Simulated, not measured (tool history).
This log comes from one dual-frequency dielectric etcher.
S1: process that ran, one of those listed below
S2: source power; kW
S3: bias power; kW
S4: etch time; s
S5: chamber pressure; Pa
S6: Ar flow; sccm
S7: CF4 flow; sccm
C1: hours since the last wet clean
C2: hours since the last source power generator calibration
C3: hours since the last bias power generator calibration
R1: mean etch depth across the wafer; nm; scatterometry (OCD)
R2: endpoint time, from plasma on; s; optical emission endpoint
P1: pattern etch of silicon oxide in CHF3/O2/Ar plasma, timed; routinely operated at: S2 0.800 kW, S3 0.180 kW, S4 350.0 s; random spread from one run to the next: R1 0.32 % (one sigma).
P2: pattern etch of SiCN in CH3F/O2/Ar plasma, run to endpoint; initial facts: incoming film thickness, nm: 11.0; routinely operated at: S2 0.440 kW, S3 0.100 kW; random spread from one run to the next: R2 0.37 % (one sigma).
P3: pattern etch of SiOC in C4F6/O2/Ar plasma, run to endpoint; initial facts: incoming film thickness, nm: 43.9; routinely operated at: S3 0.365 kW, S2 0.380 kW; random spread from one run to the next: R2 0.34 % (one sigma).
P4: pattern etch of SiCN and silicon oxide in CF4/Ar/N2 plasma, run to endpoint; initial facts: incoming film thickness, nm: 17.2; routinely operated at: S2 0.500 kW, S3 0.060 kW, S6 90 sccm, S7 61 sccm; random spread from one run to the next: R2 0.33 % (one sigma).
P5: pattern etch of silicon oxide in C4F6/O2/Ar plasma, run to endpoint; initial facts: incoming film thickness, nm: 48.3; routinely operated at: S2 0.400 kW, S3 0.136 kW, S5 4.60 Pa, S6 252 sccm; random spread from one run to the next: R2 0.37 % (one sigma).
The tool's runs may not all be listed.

run   hour  S1     S2     S3     S4    S5   S6  S7     C1      C2      C3       R1      R2
  1    6.1  P1  0.800  0.180  350.0                 419.8  2014.7  1495.9   785.19
  2   12.1  P5  0.510  0.136         4.60  252      425.8  2020.7  1501.9           15.194
  3   17.4  P1  0.800  0.180  350.0                 431.1  2026.0  1507.2   786.77
  4   22.4  P3  0.240  0.365                        436.1  2031.0  1512.2           19.903
  5   27.3  P1  0.800  0.180  350.0                 441.0  2035.9  1517.1   786.98
  6   32.1  P1  0.800  0.180  350.0                 445.8  2040.7  1521.9   786.81
  7   35.8  P4  0.500  0.060                90  84  449.5  2044.4  1525.6           18.772
  8   40.8  P1  0.560  0.180  277.0                 454.5  2049.4  1530.6   544.25
  9   45.4  P2  0.440  0.128                        459.1  2054.0  1535.2           22.853
 10   50.8  P5  0.400  0.136         3.47  252      464.5  2059.4  1540.6           16.134
 11   56.3  P4  0.500  0.043                90  61  470.0  2064.9  1546.1           21.798
 12   59.8  P1  0.800  0.180  465.5                 473.5  2068.4  1549.6  1047.70
 13   62.9  P2  0.590  0.100                        476.6  2071.5  1552.7           22.413
 14   67.5  P5  0.400  0.136         4.60  252      481.2  2076.1  1557.3           16.783
 15   70.5  P3  0.380  0.513                        484.2  2079.1  1560.3           14.846
 16   74.5  P2  0.440  0.100                        488.2  2083.1  1564.3           25.057
 17   80.7  P3  0.380  0.365                        494.4  2089.3  1570.5           16.789
 18   85.7  P1  1.030  0.180  350.0                 499.4  2094.3  1575.5   873.57
 19   90.4  P4  0.650  0.060                90  61  504.1  2099.0  1580.2           15.674
 20   94.4  P4  0.500  0.060                90  61  508.1  2103.0  1584.2           19.802
 21   97.3  P1  1.020  0.180  272.0                 511.0  2105.9  1587.1   674.76
 22  100.1  P5  0.400  0.098         4.60  252      513.8  2108.7  1589.9           18.312
 23  105.1  P1  0.620  0.180  350.0                 518.8  2113.7  1594.9   713.65
 24  110.0  P1  0.940  0.180  459.5                 523.7  2118.6  1599.8  1103.20
 25  114.3  P1  0.800  0.180  222.5                 528.0  2122.9  1604.1   499.63
     119.6  -- wet clean of the chamber
 26  120.3  P1  0.800  0.107  350.0                   0.7  2128.9  1610.1   673.21
 27  123.4  P1  0.800  0.180  350.0                   3.8  2132.0  1613.2   786.85
 28  128.2  P1  0.800  0.240  350.0                   8.6  2136.8  1618.0   873.65
 29  131.9  P5  0.400  0.136         4.60  337       12.3  2140.5  1621.7           17.335
 30  134.8  P4  0.500  0.060                55  61   15.2  2143.4  1624.6           18.335
 31  140.2  P1  0.800  0.180  350.0                  20.6  2148.8  1630.0   785.76
 32  146.0  P1  0.800  0.180  350.0                  26.4  2154.6  1635.8   782.00
 33  149.3  P1  0.800  0.180  350.0                  29.7  2157.9  1639.1   782.94
 34  153.9  P1  0.800  0.180  350.0                  34.3  2162.5  1643.7   779.35
 35  158.2  P1  0.800  0.180  350.0                  38.6  2166.8  1648.0   779.87
 36  163.0  P1  0.800  0.180  350.0                  43.4  2171.6  1652.8   780.96
 37  168.3  P1  0.800  0.180  350.0                  48.7  2176.9  1658.1   782.55
     170.3  -- wet clean of the chamber
 38  174.1  P1  0.800  0.180  350.0                   3.8  2182.7  1663.9   779.05
 39  178.9  P1  0.800  0.180  350.0                   8.6  2187.5  1668.7   772.88
 40  184.7  P1  0.800  0.180  350.0                  14.4  2193.3  1674.5   778.63
 41  189.3  P1  0.800  0.180  350.0                  19.0  2197.9  1679.1   773.30

P1 no longer gives what it gave before; its output has crept away from where it was. The following 2 causes, each at its listed size, fit the log equally well:
A: bias power that arrives under what is set, % = 4.8
B: source power that arrives under what is set, % = 4.1
The gradual shift began around hour 140.2.
Ruled out, with reasons:
chamber walls in a state that lowers the etch rate, %: its service at hour 170.3 followed the start of the drift and did not put the process back to its old value

4 check runs are offered, one wafer each, their results left as question marks. Which one tells the causes apart?
check 1  193.9  P3  0.280  0.442                                      ?
check 2  193.9  P2  0.500  0.100                                      ?
check 3  193.9  P5  0.460  0.105      4.60  252                       ?
check 4  193.9  P4  0.640  0.060             60  61                   ?

How each check would come out, cause by cause:
  check  result    if A    if B
check 1      R2  17.869  17.817
check 2      R2  24.292  24.226
check 3      R2  17.276  17.338
check 4      R2  15.081  15.432
Gap, in per cent, between the two causes that each check separates least, read from the result that separates them most: check 1 0.29 %; check 2 0.27 %; check 3 0.36 %; check 4 2.3 %
The other checks would show nearly matching results whichever cause is true, so check 4 is the only one that separates the causes.

After running check 4, the following was obtained: R2 15.026 s. Which cause does this point to?

A is the cause: bias power that arrives under what is set, %.
